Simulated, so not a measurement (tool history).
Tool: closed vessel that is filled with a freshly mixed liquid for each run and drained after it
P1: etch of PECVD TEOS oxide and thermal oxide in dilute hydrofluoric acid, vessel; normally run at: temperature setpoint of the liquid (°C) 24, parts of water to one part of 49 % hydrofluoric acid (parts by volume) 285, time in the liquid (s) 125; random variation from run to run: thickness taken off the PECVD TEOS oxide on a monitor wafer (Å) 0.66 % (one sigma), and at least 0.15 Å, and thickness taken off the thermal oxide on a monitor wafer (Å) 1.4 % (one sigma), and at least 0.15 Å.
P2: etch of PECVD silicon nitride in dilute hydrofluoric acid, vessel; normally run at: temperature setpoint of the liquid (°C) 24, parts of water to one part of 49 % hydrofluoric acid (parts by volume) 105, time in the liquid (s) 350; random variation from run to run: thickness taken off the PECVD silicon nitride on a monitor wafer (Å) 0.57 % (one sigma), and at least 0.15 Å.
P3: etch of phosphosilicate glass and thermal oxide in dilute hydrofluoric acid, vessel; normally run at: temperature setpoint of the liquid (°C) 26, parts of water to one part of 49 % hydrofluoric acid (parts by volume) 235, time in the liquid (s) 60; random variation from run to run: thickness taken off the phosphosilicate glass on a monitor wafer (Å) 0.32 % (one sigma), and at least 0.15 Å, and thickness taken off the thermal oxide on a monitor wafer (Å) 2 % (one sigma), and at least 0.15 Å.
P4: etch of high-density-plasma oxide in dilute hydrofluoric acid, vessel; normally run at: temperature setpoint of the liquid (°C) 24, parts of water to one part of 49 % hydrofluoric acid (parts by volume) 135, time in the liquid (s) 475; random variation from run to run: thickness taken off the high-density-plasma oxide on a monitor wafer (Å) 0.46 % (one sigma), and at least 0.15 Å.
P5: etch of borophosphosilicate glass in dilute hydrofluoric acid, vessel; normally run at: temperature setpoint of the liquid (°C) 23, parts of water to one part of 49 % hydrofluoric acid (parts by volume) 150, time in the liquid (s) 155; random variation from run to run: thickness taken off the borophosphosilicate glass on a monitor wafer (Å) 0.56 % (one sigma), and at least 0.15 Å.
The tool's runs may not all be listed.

run	day	process that ran	temperature setpoint of the liquid (°C)	parts of water to one part of 49 % hydrofluoric acid (parts by volume)	time in the liquid (s)	thickness taken off the PECVD TEOS oxide on a monitor wafer (Å)	thickness taken off the thermal oxide on a monitor wafer (Å)	thickness taken off the borophosphosilicate glass on a monitor wafer (Å)	thickness taken off the high-density-plasma oxide on a monitor wafer (Å)	thickness taken off the phosphosilicate glass on a monitor wafer (Å)	thickness taken off the PECVD silicon nitride on a monitor wafer (Å)
1	0.204	P1	24	285	125	43.739	17.665				
2	0.321	P1	28	285	195	79.205	30.901				
3	0.517	P5	23	150	155			380.84			
4	0.642	P4	24	135	475				169.82		
5	0.754	P1	24	285	125	43.693	17.265				
6	0.879	P5	23	40	155			1609.3			
7	0.975	P1	24	285	125	43.739	16.962				
8	1.079	P4	24	230	475				89.204		
9	1.2	P1	24	510	125	20.192	8.11				
10	1.35	P1	24	150	125	97.127	38.324				
11	1.488	P3	26	60	60		56.407			1383.4	
12	1.617	P1	24	285	125	44.016	17.073				
13	1.754	P1	17	285	30	8.4196	3.2458				
# day 1.883: thermometer replaced
14	1.917	P2	24	105	350						78.245
15	2.071	P2	24	45	350						180.98
16	2.275	P1	17	285	125	34.699	13.15				
17	2.371	P4	24	135	475				169.76		
18	2.571	P1	24	285	245	86.781	34.052				
# day 2.746: hydrofluoric acid flow meter replaced
19	2.775	P3	22	235	60		9.7902			247.85	
20	2.933	P3	26	235	30		6.0059			143.37	
21	3.054	P2	24	105	665						151.59
22	3.238	P1	30	285	125	53.886	21.448				
23	3.396	P1	24	285	125	44.483	17.459				
24	3.5	P5	23	150	305			752.12			
25	3.679	P1	24	285	30	10.612	4.0318				
26	3.854	P4	29	135	475				204.98		
27	3.967	P5	23	150	155			381.83			
28	4.167	P5	18	150	155			311.79			
29	4.283	P3	26	235	60		11.452			286.56	
30	4.379	P4	24	135	845				303.41		
31	4.55	P2	19	105	350						55.722
32	4.675	P1	24	285	125	44.452	16.971				
33	4.858	P1	24	285	125	43.258	16.711				
34	5.054	P1	24	285	125	42.459	16.752				
35	5.158	P1	24	285	125	41.876	16.773				
36	5.292	P1	24	285	125	42.982	16.34				
37	5.462	P1	24	285	125	42.058	16.827				
38	5.621	P1	24	285	125	42.162	16.011				
39	5.812	P1	24	285	125	42.08	16.731				
40	5.962	P1	24	285	125	40.857	16.751				
41	6.112	P1	24	285	125	41.949	16.686				

What P1 gives has crept away from where it was. These 2 causes fit the log equally well, each at the size given:
A: liquid colder than its thermometer reads (K) = 1.57
B: hydrofluoric acid flow below the setpoint (%) = 4.21
The creep began at about day 4.675.

4 check runs are offered, one wafer each, their results left as question marks. Which one tells the causes apart?
check 1	6.262	P3	26	235	60		?			?	
check 2	6.262	P2	24	105	350						?
check 3	6.262	P5	23	150	155			?			
check 4	6.262	P4	24	135	475				?		

What each check would give under each cause:
check	result	if A	if B
check 1	thickness taken off the thermal oxide on a monitor wafer (Å)	10.969	10.989
check 1	thickness taken off the phosphosilicate glass on a monitor wafer (Å)	271.52	272.01
check 2	thickness taken off the PECVD silicon nitride on a monitor wafer (Å)	70.71	75.192
check 3	thickness taken off the borophosphosilicate glass on a monitor wafer (Å)	358.08	361.96
check 4	thickness taken off the high-density-plasma oxide on a monitor wafer (Å)	160.35	162.16
How far apart the two closest causes lie, in the result that separates them most: check 1 0.18 %; check 2 6.15 %; check 3 1.08 %; check 4 1.12 %
Check 2 tells the causes apart: in the others they would give nearly the same result.

Check 2 was then run and gave: thickness taken off the PECVD silicon nitride on a monitor wafer (Å) 74.935. Which cause is it?

It is B: hydrofluoric acid flow below the setpoint (%).

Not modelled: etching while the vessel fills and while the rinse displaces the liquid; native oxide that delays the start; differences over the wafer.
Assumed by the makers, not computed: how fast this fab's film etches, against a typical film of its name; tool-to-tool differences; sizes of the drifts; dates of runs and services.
